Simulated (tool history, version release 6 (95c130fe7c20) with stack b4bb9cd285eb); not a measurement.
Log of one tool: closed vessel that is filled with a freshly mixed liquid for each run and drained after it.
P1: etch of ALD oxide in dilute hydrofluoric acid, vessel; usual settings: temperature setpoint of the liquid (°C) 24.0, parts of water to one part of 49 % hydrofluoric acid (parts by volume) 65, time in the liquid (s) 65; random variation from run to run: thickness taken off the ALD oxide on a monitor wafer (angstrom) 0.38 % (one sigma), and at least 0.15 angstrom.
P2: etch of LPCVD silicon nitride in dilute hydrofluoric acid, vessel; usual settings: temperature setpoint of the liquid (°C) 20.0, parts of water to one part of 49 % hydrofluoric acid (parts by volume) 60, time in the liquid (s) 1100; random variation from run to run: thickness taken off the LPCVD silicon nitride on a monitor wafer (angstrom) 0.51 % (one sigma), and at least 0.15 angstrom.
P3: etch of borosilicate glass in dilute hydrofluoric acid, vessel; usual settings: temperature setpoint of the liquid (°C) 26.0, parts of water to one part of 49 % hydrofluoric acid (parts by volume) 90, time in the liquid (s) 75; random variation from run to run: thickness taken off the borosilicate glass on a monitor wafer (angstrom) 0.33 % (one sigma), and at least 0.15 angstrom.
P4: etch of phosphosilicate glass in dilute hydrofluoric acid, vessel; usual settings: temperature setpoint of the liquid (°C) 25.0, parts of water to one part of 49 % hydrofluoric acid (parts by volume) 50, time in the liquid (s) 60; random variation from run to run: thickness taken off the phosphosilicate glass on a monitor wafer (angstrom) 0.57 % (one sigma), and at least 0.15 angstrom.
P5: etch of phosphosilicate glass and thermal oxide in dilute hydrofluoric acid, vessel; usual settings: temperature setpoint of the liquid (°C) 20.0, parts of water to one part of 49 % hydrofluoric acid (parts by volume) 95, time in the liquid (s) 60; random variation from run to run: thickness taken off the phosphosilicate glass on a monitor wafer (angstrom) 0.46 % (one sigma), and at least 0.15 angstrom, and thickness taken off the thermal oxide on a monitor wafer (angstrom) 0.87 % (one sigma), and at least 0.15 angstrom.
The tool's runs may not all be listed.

run,day,process that ran,temperature setpoint of the liquid (°C),parts of water to one part of 49 % hydrofluoric acid (parts by volume),time in the liquid (s),thickness taken off the ALD oxide on a monitor wafer (angstrom),thickness taken off the LPCVD silicon nitride on a monitor wafer (angstrom),thickness taken off the phosphosilicate glass on a monitor wafer (angstrom),thickness taken off the thermal oxide on a monitor wafer (angstrom),thickness taken off the borosilicate glass on a monitor wafer (angstrom)
1,0.642,P1,24.0,65,65,207.270,,,,
2,1.008,P1,24.0,65,65,207.120,,,,
3,1.700,P1,20.0,45,65,259.810,,,,
4,2.212,P2,17.0,60,1100,,60.433,,,
5,2.617,P2,20.0,60,620,,42.240,,,
6,3.217,P5,20.0,95,60,,,533.34,25.447,
7,3.642,P1,24.0,65,65,207.320,,,,
8,3.958,P4,19.5,50,60,,,2160.00,,
9,4.512,P1,31.0,65,65,271.490,,,,
10,4.992,P1,24.0,65,30,95.489,,,,
11,5.588,P1,24.0,65,115,366.680,,,,
12,6.083,P1,24.0,65,65,206.170,,,,
13,6.588,P3,18.5,90,75,,,,,258.88
14,7.154,P4,25.0,80,60,,,1632.30,,
15,7.550,P1,20.0,65,65,175.120,,,,
16,7.971,P3,26.0,90,125,,,,,585.59
17,8.538,P1,24.0,65,65,207.060,,,,
18,8.883,P2,20.0,60,1100,,75.689,,,
19,9.542,P5,20.0,55,60,,,966.14,45.164,
20,9.917,P1,24.0,35,65,400.130,,,,
21,10.438,P3,26.0,90,75,,,,,351.56
22,10.812,P1,24.0,105,65,121.480,,,,
23,11.267,P5,20.0,95,85,,,751.15,35.550,
24,11.571,P2,20.0,20,1100,,215.170,,,
25,12.012,P4,25.0,50,100,,,4527.10,,
26,12.525,P5,25.0,95,60,,,648.22,30.956,
27,13.162,P5,20.0,95,60,,,534.29,25.464,
28,13.738,P3,26.0,145,75,,,,,203.07
29,14.321,P4,25.0,50,60,,,2715.50,,
30,14.717,P1,24.0,65,65,208.020,,,,
31,15.079,P1,24.0,65,65,215.020,,,,
32,15.521,P1,24.0,65,65,219.890,,,,
33,16.200,P1,24.0,65,65,223.000,,,,
34,16.696,P1,24.0,65,65,224.770,,,,
35,17.054,P1,24.0,65,65,226.650,,,,
36,17.550,P1,24.0,65,65,226.010,,,,

What P1 gives has crept away from where it was. These 2 causes fit the log equally well, each at the size given:
A: liquid hotter than its thermometer reads (K) = 2.15
B: hydrofluoric acid flow above the setpoint (%) = 8.32
The creep began at about day 14.717.

4 check runs are offered, one wafer each, their results left as question marks. Which one tells the causes apart?
check 1,18.046,P2,20.0,60,1100,,?,,,
check 2,18.046,P5,20.0,95,60,,,?,?,
check 3,18.046,P3,26.0,90,75,,,,,?
check 4,18.046,P4,25.0,50,60,,,?,,

What each check would give under each cause:
check,result,if A,if B
check 1,thickness taken off the LPCVD silicon nitride on a monitor wafer (angstrom),86.595,80.767
check 2,thickness taken off the phosphosilicate glass on a monitor wafer (angstrom),579.01,579.28
check 2,thickness taken off the thermal oxide on a monitor wafer (angstrom),27.166,27.179
check 3,thickness taken off the borosilicate glass on a monitor wafer (angstrom),381.24,383.34
check 4,thickness taken off the phosphosilicate glass on a monitor wafer (angstrom),2954.50,2948.90
How far apart the two closest causes lie, in the result that separates them most: check 1 6.97 %; check 2 0.05 %; check 3 0.55 %; check 4 0.19 %
Check 1 tells the causes apart: in the others they would give nearly the same result.

Check 1 was then run and gave: thickness taken off the LPCVD silicon nitride on a monitor wafer (angstrom) 81.038. Which cause is it?

It is B: hydrofluoric acid flow above the setpoint (%).
